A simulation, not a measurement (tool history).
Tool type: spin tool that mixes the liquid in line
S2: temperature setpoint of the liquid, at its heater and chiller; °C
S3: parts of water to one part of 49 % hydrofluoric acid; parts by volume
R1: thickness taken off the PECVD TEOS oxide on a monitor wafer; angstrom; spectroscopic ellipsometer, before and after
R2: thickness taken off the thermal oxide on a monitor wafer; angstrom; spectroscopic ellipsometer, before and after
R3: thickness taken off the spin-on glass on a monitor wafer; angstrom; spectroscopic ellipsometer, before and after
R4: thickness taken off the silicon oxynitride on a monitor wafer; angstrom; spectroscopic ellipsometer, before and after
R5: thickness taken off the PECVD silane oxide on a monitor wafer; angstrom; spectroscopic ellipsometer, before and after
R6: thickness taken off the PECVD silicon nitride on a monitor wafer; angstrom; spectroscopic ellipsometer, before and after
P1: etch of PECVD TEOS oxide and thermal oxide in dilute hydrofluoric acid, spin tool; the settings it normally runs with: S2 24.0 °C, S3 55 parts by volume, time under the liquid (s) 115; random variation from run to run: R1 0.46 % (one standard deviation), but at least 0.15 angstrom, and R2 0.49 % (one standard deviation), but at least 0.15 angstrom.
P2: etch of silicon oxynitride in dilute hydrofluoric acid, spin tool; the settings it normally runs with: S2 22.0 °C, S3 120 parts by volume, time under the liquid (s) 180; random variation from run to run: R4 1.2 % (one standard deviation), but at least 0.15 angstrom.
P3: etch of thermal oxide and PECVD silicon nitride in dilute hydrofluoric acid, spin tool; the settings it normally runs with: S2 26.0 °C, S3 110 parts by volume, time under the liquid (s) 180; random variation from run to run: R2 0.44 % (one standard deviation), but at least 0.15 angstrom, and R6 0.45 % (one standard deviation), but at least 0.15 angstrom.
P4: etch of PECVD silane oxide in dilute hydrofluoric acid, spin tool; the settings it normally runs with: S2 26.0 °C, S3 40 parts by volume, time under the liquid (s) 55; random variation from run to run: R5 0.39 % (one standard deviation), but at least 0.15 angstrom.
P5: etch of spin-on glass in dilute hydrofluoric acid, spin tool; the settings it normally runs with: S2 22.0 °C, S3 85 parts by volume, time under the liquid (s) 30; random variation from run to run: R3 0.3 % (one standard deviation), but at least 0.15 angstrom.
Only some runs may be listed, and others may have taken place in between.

run 1 hour=4.9 | process_that_ran=P1 S2=24.0 S3=55 time_under_the_liquid_(s)=115 | R1=214.44 R2=105.700
run 2 hour=9.3 | process_that_ran=P1 S2=24.0 S3=55 time_under_the_liquid_(s)=200 | R1=371.01 R2=184.100
run 3 hour=12.4 | process_that_ran=P1 S2=20.5 S3=85 time_under_the_liquid_(s)=115 | R1=115.35 R2=57.245
run 4 hour=15.5 | process_that_ran=P1 S2=24.0 S3=55 time_under_the_liquid_(s)=115 | R1=217.09 R2=105.600
run 5 hour=19.5 | process_that_ran=P5 S2=22.0 S3=135 time_under_the_liquid_(s)=30 | R3=66.845
run 6 hour=21.9 | process_that_ran=P1 S2=24.0 S3=55 time_under_the_liquid_(s)=115 | R1=213.76 R2=106.210
run 7 hour=24.8 | process_that_ran=P2 S2=17.0 S3=120 time_under_the_liquid_(s)=180 | R4=16.0470
run 8 hour=27.9 | process_that_ran=P5 S2=22.0 S3=85 time_under_the_liquid_(s)=30 | R3=112.170
run 9 hour=32.1 | process_that_ran=P4 S2=26.0 S3=40 time_under_the_liquid_(s)=20 | R5=126.60
run 10 hour=37.1 | process_that_ran=P2 S2=22.0 S3=120 time_under_the_liquid_(s)=15 | R4=1.9469
run 11 hour=41.9 | process_that_ran=P1 S2=24.0 S3=20 time_under_the_liquid_(s)=45 | R1=240.56 R2=119.630
run 12 hour=45.0 | process_that_ran=P1 S2=24.0 S3=35 time_under_the_liquid_(s)=35 | R1=105.14 R2=52.024
run 13 hour=47.8 | process_that_ran=P2 S2=22.0 S3=75 time_under_the_liquid_(s)=180 | R4=34.8900
run 14 hour=50.5 | process_that_ran=P3 S2=26.0 S3=110 time_under_the_liquid_(s)=180 | R2=80.868 R6=87.864
run 15 hour=54.0 | process_that_ran=P1 S2=24.0 S3=105 time_under_the_liquid_(s)=115 | R1=105.03 R2=51.662
run 16 hour=58.8 | process_that_ran=P2 S2=22.0 S3=120 time_under_the_liquid_(s)=180 | R4=21.0790
run 17 hour=62.1 | process_that_ran=P1 S2=24.0 S3=55 time_under_the_liquid_(s)=115 | R1=213.89 R2=105.580
run 18 hour=66.9 | process_that_ran=P5 S2=22.0 S3=85 time_under_the_liquid_(s)=15 | R3=56.381
run 19 hour=70.9 | process_that_ran=P1 S2=24.0 S3=55 time_under_the_liquid_(s)=115 | R1=214.63 R2=106.090
run 20 hour=73.9 | process_that_ran=P4 S2=26.0 S3=20 time_under_the_liquid_(s)=55 | R5=716.09
run 21 hour=76.8 | process_that_ran=P3 S2=26.0 S3=110 time_under_the_liquid_(s)=55 | R2=24.879 R6=26.926
run 22 hour=80.9 | process_that_ran=P4 S2=26.0 S3=40 time_under_the_liquid_(s)=55 | R5=347.98
run 23 hour=83.2 | process_that_ran=P1 S2=18.0 S3=55 time_under_the_liquid_(s)=115 | R1=167.19 R2=81.923
run 24 hour=85.7 | process_that_ran=P3 S2=26.0 S3=110 time_under_the_liquid_(s)=180 | R2=81.649 R6=87.314
run 25 hour=90.3 | process_that_ran=P2 S2=22.0 S3=120 time_under_the_liquid_(s)=180 | R4=20.0100
-- hour=92.2 thermometer replaced
run 26 hour=92.7 | process_that_ran=P5 S2=22.0 S3=85 time_under_the_liquid_(s)=30 | R3=113.610
run 27 hour=95.3 | process_that_ran=P1 S2=29.5 S3=55 time_under_the_liquid_(s)=115 | R1=264.09 R2=132.300
run 28 hour=97.6 | process_that_ran=P4 S2=20.5 S3=40 time_under_the_liquid_(s)=55 | R5=275.90
run 29 hour=100.9 | process_that_ran=P3 S2=26.0 S3=45 time_under_the_liquid_(s)=180 | R2=215.570 R6=214.000
run 30 hour=103.9 | process_that_ran=P1 S2=24.0 S3=20 time_under_the_liquid_(s)=115 | R1=615.73 R2=304.480
run 31 hour=106.6 | process_that_ran=P3 S2=17.5 S3=110 time_under_the_liquid_(s)=180 | R2=57.363 R6=49.874
run 32 hour=108.8 | process_that_ran=P5 S2=30.0 S3=85 time_under_the_liquid_(s)=30 | R3=154.740
run 33 hour=112.3 | process_that_ran=P1 S2=24.0 S3=55 time_under_the_liquid_(s)=55 | R1=102.25 R2=50.593
run 34 hour=116.4 | process_that_ran=P1 S2=24.0 S3=55 time_under_the_liquid_(s)=115 | R1=214.34 R2=105.990
run 35 hour=120.8 | process_that_ran=P1 S2=24.0 S3=55 time_under_the_liquid_(s)=115 | R1=206.69 R2=102.060
run 36 hour=125.5 | process_that_ran=P1 S2=24.0 S3=55 time_under_the_liquid_(s)=115 | R1=200.75 R2=98.963
run 37 hour=129.1 | process_that_ran=P1 S2=24.0 S3=55 time_under_the_liquid_(s)=115 | R1=197.88 R2=98.309
run 38 hour=132.8 | process_that_ran=P1 S2=24.0 S3=55 time_under_the_liquid_(s)=115 | R1=197.59 R2=97.178
run 39 hour=136.1 | process_that_ran=P1 S2=24.0 S3=55 time_under_the_liquid_(s)=115 | R1=196.54 R2=97.436
run 40 hour=138.7 | process_that_ran=P1 S2=24.0 S3=55 time_under_the_liquid_(s)=115 | R1=196.36 R2=96.565
run 41 hour=141.3 | process_that_ran=P1 S2=24.0 S3=55 time_under_the_liquid_(s)=115 | R1=195.28 R2=96.854
run 42 hour=144.6 | process_that_ran=P1 S2=24.0 S3=55 time_under_the_liquid_(s)=115 | R1=194.78 R2=96.888
run 43 hour=148.8 | process_that_ran=P1 S2=24.0 S3=55 time_under_the_liquid_(s)=115 | R1=194.77 R2=95.920

What P1 gives has crept off from where it sat before. The 2 causes that follow fit the log equally well, each at the size noted:
A: hydrofluoric acid flow below the setpoint (%) = 8.14
B: liquid colder than its thermometer reads (K) = 2.21
The onset of the drift is placed at about hour 116.4.

4 check runs are offered, one wafer each, their results left as question marks. Which one tells the causes apart?
run check 1 hour=153.0 | process_that_ran=P4 S2=21.5 S3=40 time_under_the_liquid_(s)=55 | R5=?
run check 2 hour=153.0 | process_that_ran=P2 S2=18.5 S3=120 time_under_the_liquid_(s)=30 | R4=?
run check 3 hour=153.0 | process_that_ran=P3 S2=18.0 S3=110 time_under_the_liquid_(s)=95 | R2=? R6=?
run check 4 hour=153.0 | process_that_ran=P5 S2=22.0 S3=125 time_under_the_liquid_(s)=15 | R3=?

How each check would come out, cause by cause:
check=check_1 result=R5 if_A=263.73 if_B=262.41
check=check_2 result=R4 if_A=2.6777 if_B=2.6313
check=check_3 result=R2 if_A=28.223 if_B=28.288
check=check_3 result=R6 if_A=24.999 if_B=23.277
check=check_4 result=R3 if_A=33.142 if_B=33.433
Per-check spread between the two closest causes, in the result where they differ most: check 1 0.5 %; check 2 1.75 %; check 3 7.14 %; check 4 0.88 %
Check 3 tells the causes apart: in the others they would give nearly the same result.

Check 3 was then run and gave: R2 28.444 angstrom; R6 22.861 angstrom. Which cause is it?

It is B: liquid colder than its thermometer reads (K).
